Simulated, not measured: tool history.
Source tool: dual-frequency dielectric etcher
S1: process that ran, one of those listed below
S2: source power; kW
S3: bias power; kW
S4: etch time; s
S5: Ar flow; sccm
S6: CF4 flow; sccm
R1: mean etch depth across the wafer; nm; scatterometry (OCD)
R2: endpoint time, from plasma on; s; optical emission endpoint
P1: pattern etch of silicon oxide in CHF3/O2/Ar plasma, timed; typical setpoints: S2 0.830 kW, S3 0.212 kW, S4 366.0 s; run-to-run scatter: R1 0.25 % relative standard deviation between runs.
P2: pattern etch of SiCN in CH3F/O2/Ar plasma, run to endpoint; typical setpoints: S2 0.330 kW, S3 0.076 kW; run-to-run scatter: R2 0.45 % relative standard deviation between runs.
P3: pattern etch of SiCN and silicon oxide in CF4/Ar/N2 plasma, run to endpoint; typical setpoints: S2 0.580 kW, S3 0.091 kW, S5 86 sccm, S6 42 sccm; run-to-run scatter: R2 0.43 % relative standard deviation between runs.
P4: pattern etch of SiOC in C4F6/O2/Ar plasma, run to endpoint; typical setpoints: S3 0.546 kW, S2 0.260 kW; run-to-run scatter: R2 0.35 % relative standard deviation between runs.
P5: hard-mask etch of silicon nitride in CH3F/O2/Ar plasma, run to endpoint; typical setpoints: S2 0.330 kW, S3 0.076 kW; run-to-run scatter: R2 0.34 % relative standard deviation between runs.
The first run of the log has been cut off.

run 2 day=0.875 | S1=P1 S2=1.100 S3=0.257 S4=366.0 | R1=1039.10
run 3 day=1.279 | S1=P1 S2=0.830 S3=0.212 S4=366.0 | R1=869.99
run 4 day=1.767 | S1=P2 S2=0.330 S3=0.076 | R2=15.515
run 5 day=2.042 | S1=P2 S2=0.330 S3=0.076 | R2=15.523
run 6 day=2.471 | S1=P3 S2=0.580 S3=0.091 S5=86 S6=42 | R2=13.540
run 7 day=2.904 | S1=P2 S2=0.220 S3=0.076 | R2=18.224
run 8 day=3.217 | S1=P4 S2=0.260 S3=0.546 | R2=12.914
run 9 day=3.642 | S1=P1 S2=0.830 S3=0.212 S4=366.0 | R1=870.52
run 10 day=3.946 | S1=P5 S2=0.330 S3=0.076 | R2=42.322
run 11 day=4.438 | S1=P1 S2=0.830 S3=0.300 S4=366.0 | R1=979.40
run 12 day=4.988 | S1=P1 S2=0.830 S3=0.156 S4=366.0 | R1=785.98
run 13 day=5.329 | S1=P3 S2=0.580 S3=0.091 S5=86 S6=59 | R2=12.950
run 14 day=5.738 | S1=P1 S2=0.610 S3=0.151 S4=366.0 | R1=692.33
run 15 day=6.250 | S1=P1 S2=0.830 S3=0.212 S4=366.0 | R1=870.23
run 16 day=6.771 | S1=P1 S2=0.830 S3=0.212 S4=534.5 | R1=1270.00
-- day=7.158 wet clean of the chamber
run 17 day=7.212 | S1=P1 S2=0.830 S3=0.212 S4=366.0 | R1=868.50
run 18 day=7.467 | S1=P1 S2=1.000 S3=0.212 S4=366.0 | R1=938.32
run 19 day=7.862 | S1=P3 S2=0.580 S3=0.110 S5=86 S6=42 | R2=12.673
run 20 day=8.192 | S1=P2 S2=0.330 S3=0.046 | R2=18.619
run 21 day=8.625 | S1=P4 S2=0.160 S3=0.546 | R2=15.280

For run 22, what comes out?
run 22 day=9.188 | S1=P4 S2=0.260 S3=0.723 | R2=?

R2: 11.590 s

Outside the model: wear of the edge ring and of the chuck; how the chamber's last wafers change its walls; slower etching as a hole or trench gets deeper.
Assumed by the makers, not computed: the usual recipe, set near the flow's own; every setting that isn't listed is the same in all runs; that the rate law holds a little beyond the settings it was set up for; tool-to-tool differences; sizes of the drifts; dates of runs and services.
